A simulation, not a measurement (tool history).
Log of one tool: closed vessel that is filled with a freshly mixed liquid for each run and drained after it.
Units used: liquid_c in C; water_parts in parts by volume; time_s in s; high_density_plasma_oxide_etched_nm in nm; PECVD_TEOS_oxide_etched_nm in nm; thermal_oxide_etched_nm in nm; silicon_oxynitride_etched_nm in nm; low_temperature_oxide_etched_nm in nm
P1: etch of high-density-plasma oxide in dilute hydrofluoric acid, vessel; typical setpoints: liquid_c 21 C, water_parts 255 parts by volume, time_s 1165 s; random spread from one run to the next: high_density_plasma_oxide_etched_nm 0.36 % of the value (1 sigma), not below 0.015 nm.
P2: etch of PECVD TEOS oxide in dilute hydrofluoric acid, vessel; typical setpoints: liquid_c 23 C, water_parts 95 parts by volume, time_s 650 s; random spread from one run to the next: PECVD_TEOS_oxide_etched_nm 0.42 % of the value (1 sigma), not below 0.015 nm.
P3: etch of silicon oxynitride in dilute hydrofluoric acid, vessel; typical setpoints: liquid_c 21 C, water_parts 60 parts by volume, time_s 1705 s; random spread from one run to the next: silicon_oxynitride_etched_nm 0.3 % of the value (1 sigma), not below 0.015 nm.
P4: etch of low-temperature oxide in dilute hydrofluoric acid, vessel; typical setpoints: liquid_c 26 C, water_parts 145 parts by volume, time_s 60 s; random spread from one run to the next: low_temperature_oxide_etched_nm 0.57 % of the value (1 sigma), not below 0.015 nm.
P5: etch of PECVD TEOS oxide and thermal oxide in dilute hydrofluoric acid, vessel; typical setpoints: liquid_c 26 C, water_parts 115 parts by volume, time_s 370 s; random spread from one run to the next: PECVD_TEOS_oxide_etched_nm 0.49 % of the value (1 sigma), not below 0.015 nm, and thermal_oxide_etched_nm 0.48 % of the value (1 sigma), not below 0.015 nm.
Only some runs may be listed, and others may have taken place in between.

run,day,process,liquid_c,water_parts,time_s,hours since the thermometer was replaced,hours since the hydrofluoric acid flow meter was replaced,high_density_plasma_oxide_etched_nm,PECVD_TEOS_oxide_etched_nm,thermal_oxide_etched_nm,silicon_oxynitride_etched_nm,low_temperature_oxide_etched_nm
1,0.333,P1,21,255,1165,315.6,1547.7,17.449,,,,
2,0.542,P5,26,115,370,320.6,1552.7,,29.883,16.652,,
3,0.871,P2,17,95,650,328.5,1560.6,,43.648,,,
4,1.262,P3,21,60,1705,337.9,1570,,,,57.424,
5,1.629,P1,27,255,1165,346.7,1578.8,21.715,,,,
6,2.054,P1,21,255,1165,356.9,1589,17.585,,,,
7,2.483,P5,26,180,370,367.2,1599.3,,17.602,9.8735,,
8,2.812,P1,21,255,320,375.1,1607.2,4.8162,,,,
9,3.15,P1,17,255,380,383.2,1615.3,4.8706,,,,
10,3.404,P4,26,145,30,389.3,1621.4,,,,,7.3067
11,3.662,P1,21,255,2130,395.5,1627.6,32.053,,,,
12,3.962,P2,23,95,650,402.7,1634.8,,55.533,,,
13,4.246,P1,17,255,1165,409.5,1641.6,15.078,,,,
14,4.579,P3,21,100,1705,417.5,1649.6,,,,33.32,
15,4.946,P3,24.5,60,1705,426.3,1658.4,,,,68.112,
16,5.146,P4,26,145,60,431.1,1663.2,,,,,14.716
17,5.342,P1,21,255,1165,435.8,1667.9,17.677,,,,
18,5.7,P2,23,95,650,444.4,1676.5,,55.891,,,
19,5.938,P4,26,205,60,450.1,1682.2,,,,,9.6104
20,6.3,P1,21,45,1165,458.8,1690.9,125.61,,,,
21,6.546,P2,23,95,120,464.7,1696.8,,10.327,,,
22,6.933,P3,21,60,2950,474,1706.1,,,,98.494,
23,7.375,P5,19.5,115,370,484.6,1716.7,,22.865,12.992,,
24,7.571,P5,26,115,60,489.3,1721.4,,4.8231,2.7108,,
25,7.971,P2,23,155,650,498.9,1731,,32.021,,,
26,8.379,P4,34,145,60,508.7,1740.8,,,,,19.494
27,8.717,P1,21,375,1165,516.8,1748.9,10.693,,,,
28,8.908,P1,21,255,1165,521.4,1753.5,17.609,,,,
29,9.338,P1,21,255,1165,531.7,1763.8,17.553,,,,
30,9.75,P1,21,255,1165,541.6,1773.7,16.996,,,,
31,10.067,P1,21,255,1165,549.2,1781.3,16.645,,,,
32,10.35,P1,21,255,1165,556,1788.1,16.577,,,,
33,10.788,P1,21,255,1165,566.5,1798.6,16.356,,,,
34,11.162,P1,21,255,1165,575.5,1807.6,16.267,,,,
35,11.492,P1,21,255,1165,583.4,1815.5,16.306,,,,
36,11.688,P1,21,255,1165,588.1,1820.2,16.088,,,,
37,12.025,P1,21,255,1165,596.2,1828.3,16.17,,,,
38,12.438,P1,21,255,1165,606.1,1838.2,16.056,,,,
39,12.858,P1,21,255,1165,616.2,1848.3,16.052,,,,

P1 no longer gives what it gave before; its output has crept away from where it was. The following 2 causes, each at its listed size, fit the log equally well:
A: hydrofluoric acid flow below the setpoint (%) = 6.4
B: liquid colder than its thermometer reads (K) = 2.21
The drift started at roughly day 9.338.

Below are 4 check runs, each on a single wafer, with their results shown as question marks. Which of them would tell the listed causes apart, meaning the causes would give clearly different results under it?
check 1,13.279,P4,34,145,30,,,,,,,?
check 2,13.279,P5,20.5,160,370,,,,?,?,,
check 3,13.279,P3,21,60,2890,,,,,,?,
check 4,13.279,P2,23,155,300,,,,?,,,

Check results expected under each cause:
check,result,if A,if B
check 1,low_temperature_oxide_etched_nm,8.9818,9.0077
check 2,PECVD_TEOS_oxide_etched_nm,15.14,14.982
check 2,thermal_oxide_etched_nm,8.5488,8.4594
check 3,silicon_oxynitride_etched_nm,90.425,86.752
check 4,PECVD_TEOS_oxide_etched_nm,13.682,13.57
Minimum pairwise separation of causes per check, each pair taken at its best-separating result: check 1 0.29 %; check 2 1.05 %; check 3 4.15 %; check 4 0.82 %
Of the check runs offered, only check 3 discriminates between the causes; the rest would read about the same regardless of which cause applies.

Check 3 has now been run. It gave: silicon_oxynitride_etched_nm 90.997 nm. Which of the candidate causes is it?

A is the cause: hydrofluoric acid flow below the setpoint (%).

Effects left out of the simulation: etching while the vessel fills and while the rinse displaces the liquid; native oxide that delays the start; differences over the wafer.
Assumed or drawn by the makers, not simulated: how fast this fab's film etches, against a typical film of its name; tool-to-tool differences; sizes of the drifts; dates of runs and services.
